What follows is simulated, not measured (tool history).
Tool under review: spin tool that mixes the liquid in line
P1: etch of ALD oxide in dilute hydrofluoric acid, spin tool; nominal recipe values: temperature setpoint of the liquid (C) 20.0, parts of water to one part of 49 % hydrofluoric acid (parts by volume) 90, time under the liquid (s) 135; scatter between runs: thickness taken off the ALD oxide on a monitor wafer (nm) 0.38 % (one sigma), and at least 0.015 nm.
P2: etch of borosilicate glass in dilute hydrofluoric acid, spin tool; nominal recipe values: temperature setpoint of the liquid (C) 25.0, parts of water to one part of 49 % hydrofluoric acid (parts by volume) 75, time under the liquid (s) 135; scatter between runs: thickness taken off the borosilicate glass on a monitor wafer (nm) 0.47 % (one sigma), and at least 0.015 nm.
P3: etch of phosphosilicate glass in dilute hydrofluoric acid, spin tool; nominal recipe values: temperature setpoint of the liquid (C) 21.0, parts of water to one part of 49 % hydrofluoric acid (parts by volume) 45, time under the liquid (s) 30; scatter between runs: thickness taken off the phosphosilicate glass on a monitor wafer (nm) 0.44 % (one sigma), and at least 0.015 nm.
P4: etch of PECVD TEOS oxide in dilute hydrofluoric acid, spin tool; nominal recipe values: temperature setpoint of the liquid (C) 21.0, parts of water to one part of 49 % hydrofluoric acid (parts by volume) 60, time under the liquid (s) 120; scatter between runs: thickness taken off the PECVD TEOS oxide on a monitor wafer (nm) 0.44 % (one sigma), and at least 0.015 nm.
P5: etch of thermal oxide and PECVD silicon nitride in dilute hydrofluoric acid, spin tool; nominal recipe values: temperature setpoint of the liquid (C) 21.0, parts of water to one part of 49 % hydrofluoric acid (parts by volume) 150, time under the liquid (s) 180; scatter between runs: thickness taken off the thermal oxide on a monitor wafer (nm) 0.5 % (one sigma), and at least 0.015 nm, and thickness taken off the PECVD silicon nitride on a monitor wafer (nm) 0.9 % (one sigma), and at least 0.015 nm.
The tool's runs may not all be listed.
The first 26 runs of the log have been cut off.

run   hour  process that ran  temperature setpoint of the liquid (C)  parts of water to one part of 49 % hydrofluoric acid (parts by volume)  time under the liquid (s)  hours since the thermometer was replaced  hours since the hydrofluoric acid flow meter was replaced  thickness taken off the ALD oxide on a monitor wafer (nm)  thickness taken off the thermal oxide on a monitor wafer (nm)  thickness taken off the PECVD silicon nitride on a monitor wafer (nm)  thickness taken off the PECVD TEOS oxide on a monitor wafer (nm)  thickness taken off the borosilicate glass on a monitor wafer (nm)  thickness taken off the phosphosilicate glass on a monitor wafer (nm)
 27   99.6                P3                                    17.0                                                                      45                         30                                     465.2                                                      507.9                                                                                                                                                                                                                                                                                                                                                                                                        66.830
 28  102.5                P5                                    17.0                                                                     150                        180                                     468.1                                                      510.8                                                                                                                    4.0177                                                                 2.0494
 29  107.0                P1                                    20.0                                                                      50                        135                                     472.6                                                      515.3                                                    39.0390
 30  110.4                P4                                    29.0                                                                      60                        120                                     476.0                                                      518.7                                                                                                                                                                                                                                                             34.591
 31  113.4                P1                                    20.0                                                                      90                        135                                     479.0                                                      521.7                                                    20.6490
 32  117.2                P1                                    20.0                                                                      90                        135                                     482.8                                                      525.5                                                    20.1480
 33  119.9                P1                                    20.0                                                                      90                        135                                     485.5                                                      528.2                                                    19.9980
 34  122.9                P1                                    20.0                                                                      90                        135                                     488.5                                                      531.2                                                    19.9010

Predict the results of run 35:
 35  128.0                P1                                    20.0                                                                      90                        135                                     493.6                                                      536.3                                                          ?

{"run 35": {"thickness taken off the ALD oxide on a monitor wafer (nm)": 19.579}}
